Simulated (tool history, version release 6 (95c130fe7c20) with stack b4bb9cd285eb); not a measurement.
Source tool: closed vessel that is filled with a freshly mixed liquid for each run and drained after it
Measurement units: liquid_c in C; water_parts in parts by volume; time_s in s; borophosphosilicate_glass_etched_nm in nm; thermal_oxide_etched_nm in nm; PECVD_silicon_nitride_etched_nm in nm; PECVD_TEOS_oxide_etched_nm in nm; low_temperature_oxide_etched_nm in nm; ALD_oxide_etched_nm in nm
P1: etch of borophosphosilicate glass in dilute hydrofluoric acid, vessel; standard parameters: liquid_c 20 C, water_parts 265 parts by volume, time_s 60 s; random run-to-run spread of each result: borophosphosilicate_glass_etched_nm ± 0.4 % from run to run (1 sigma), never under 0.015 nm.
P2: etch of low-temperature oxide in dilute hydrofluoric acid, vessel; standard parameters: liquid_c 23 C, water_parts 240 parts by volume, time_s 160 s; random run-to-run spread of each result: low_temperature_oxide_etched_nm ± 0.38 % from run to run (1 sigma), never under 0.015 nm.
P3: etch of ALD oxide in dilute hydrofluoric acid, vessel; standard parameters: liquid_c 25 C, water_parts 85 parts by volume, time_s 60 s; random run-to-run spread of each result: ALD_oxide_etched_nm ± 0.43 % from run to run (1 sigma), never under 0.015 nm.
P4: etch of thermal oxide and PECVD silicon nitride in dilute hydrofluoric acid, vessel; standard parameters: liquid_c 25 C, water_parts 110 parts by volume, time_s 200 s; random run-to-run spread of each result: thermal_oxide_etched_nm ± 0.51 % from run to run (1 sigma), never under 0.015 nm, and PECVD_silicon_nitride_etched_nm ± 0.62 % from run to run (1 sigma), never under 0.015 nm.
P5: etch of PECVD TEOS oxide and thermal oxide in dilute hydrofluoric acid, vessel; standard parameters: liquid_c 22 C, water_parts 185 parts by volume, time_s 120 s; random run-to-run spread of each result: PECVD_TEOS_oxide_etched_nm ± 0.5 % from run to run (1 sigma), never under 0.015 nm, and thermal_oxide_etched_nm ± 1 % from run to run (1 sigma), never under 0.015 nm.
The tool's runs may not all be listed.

run,day,process,liquid_c,water_parts,time_s,hours since the thermometer was replaced,hours since the hydrofluoric acid flow meter was replaced,borophosphosilicate_glass_etched_nm,thermal_oxide_etched_nm,PECVD_silicon_nitride_etched_nm,PECVD_TEOS_oxide_etched_nm,low_temperature_oxide_etched_nm,ALD_oxide_etched_nm
1,0.4,P1,20,265,60,1275.5,654.1,13.661,,,,,
2,0.846,P1,20,110,60,1286.2,664.8,38.955,,,,,
3,1.321,P4,25,110,200,1297.6,676.2,,9.0722,4.1041,,,
4,1.662,P1,17,265,60,1305.8,684.4,12.309,,,,,
5,1.921,P5,22,185,120,1312,690.6,,2.5353,,5.9562,,
6,2.225,P2,23,240,255,1319.3,697.9,,,,,9.7618,
7,2.462,P3,25,85,60,1325,703.6,,,,,,20.567
8,2.946,P1,20,265,30,1336.6,715.2,6.8515,,,,,
9,3.417,P1,20,395,60,1347.9,726.5,8.2738,,,,,
10,3.788,P4,25,60,200,1356.8,735.4,,17.635,7.4187,,,
11,4.112,P4,25,110,30,1364.6,743.2,,1.3654,0.60705,,,
12,4.442,P3,20,85,60,1372.5,751.1,,,,,,16.624
13,4.771,P1,20,265,60,1380.4,759,13.67,,,,,
14,5.229,P5,22,185,70,1391.4,770,,1.5115,,3.466,,
15,5.471,P3,25,85,105,1397.2,775.8,,,,,,35.59
16,5.7,P3,25,85,60,1402.7,781.3,,,,,,20.425
17,6.046,P2,23,390,160,1411,789.6,,,,,3.2527,
18,6.396,P5,30.5,185,120,1419.4,798,,3.4791,,8.0991,,
19,6.762,P3,25,115,60,1428.2,806.8,,,,,,14.481
20,7.012,P4,30,110,200,1434.2,812.8,,10.862,5.5888,,,
21,7.392,P1,20,265,60,1443.3,821.9,13.718,,,,,
22,7.838,P1,20,265,60,1454,832.6,13.632,,,,,
23,8.188,P5,22,185,120,1462.4,841,,2.6135,,5.9139,,
24,8.662,P5,22,275,120,1473.8,852.4,,1.5986,,3.6486,,
25,8.929,P1,26,265,60,1480.2,858.8,17.024,,,,,
26,9.346,P1,20,265,60,1490.2,868.8,13.761,,,,,
27,9.779,P2,17,240,160,1500.6,879.2,,,,,4.9099,
28,10.179,P2,23,240,160,1510.2,888.8,,,,,6.1204,
29,10.508,P2,23,240,160,1518.1,896.7,,,,,6.0844,
30,10.9,P1,20,265,60,1527.5,906.1,13.702,,,,,
31,11.342,P1,27.5,110,60,1538.1,916.7,51.789,,,,,
32,11.696,P1,20,265,110,1546.6,925.2,25.149,,,,,
33,12.183,P1,17,385,60,1558.3,936.9,7.6645,,,,,
34,12.417,P1,20,265,60,1563.9,942.5,13.618,,,,,
35,12.692,P1,20,265,60,1570.5,949.1,13.814,,,,,
36,13.154,P1,20,265,60,1581.6,960.2,14.135,,,,,
37,13.529,P1,20,265,60,1590.6,969.2,14.271,,,,,
38,13.946,P1,20,265,60,1600.6,979.2,14.531,,,,,
39,14.433,P1,20,265,60,1612.3,990.9,14.411,,,,,
40,14.867,P1,20,265,60,1622.7,1001.3,14.533,,,,,
41,15.096,P1,20,265,60,1628.2,1006.8,14.549,,,,,
42,15.567,P1,20,265,60,1639.5,1018.1,14.555,,,,,
43,15.812,P1,20,265,60,1645.4,1024,14.546,,,,,

Compared with where it was, what P1 gives has crept away. Each cause listed below fits the log as well as the rest, at the size given for it:
A: liquid hotter than its thermometer reads (K) = 1.55
B: hydrofluoric acid flow above the setpoint (%) = 4.69
At approximately day 12.692, the process output began to creep.

Of the 4 check runs listed below, each run on one wafer and each result written as a question mark, which would let you distinguish the listed causes because they would give clearly different results?
check 1,16.058,P5,22,185,120,,,,?,,?,,
check 2,16.058,P4,25,110,200,,,,?,?,,,
check 3,16.058,P3,25,85,60,,,,,,,,?
check 4,16.058,P2,23,240,160,,,,,,,?,

How each check would come out, cause by cause:
check,result,if A,if B
check 1,thermal_oxide_etched_nm,2.7384,2.7272
check 1,PECVD_TEOS_oxide_etched_nm,6.2766,6.2511
check 2,thermal_oxide_etched_nm,9.549,9.4731
check 2,PECVD_silicon_nitride_etched_nm,4.492,4.2526
check 3,ALD_oxide_etched_nm,21.799,21.574
check 4,low_temperature_oxide_etched_nm,6.47,6.4748
Smallest distance between any two causes, each pair judged by its most separating result, in per cent: check 1 0.41 %; check 2 5.48 %; check 3 1.04 %; check 4 0.07 %
Of the check runs offered, only check 2 discriminates between the causes; the rest would read about the same regardless of which cause applies.

Running check 2 produced the following: thermal_oxide_etched_nm 9.5422 nm; PECVD_silicon_nitride_etched_nm 4.5131 nm. Which one of the listed causes fits?

Of the candidate causes, it is A: liquid hotter than its thermometer reads (K).
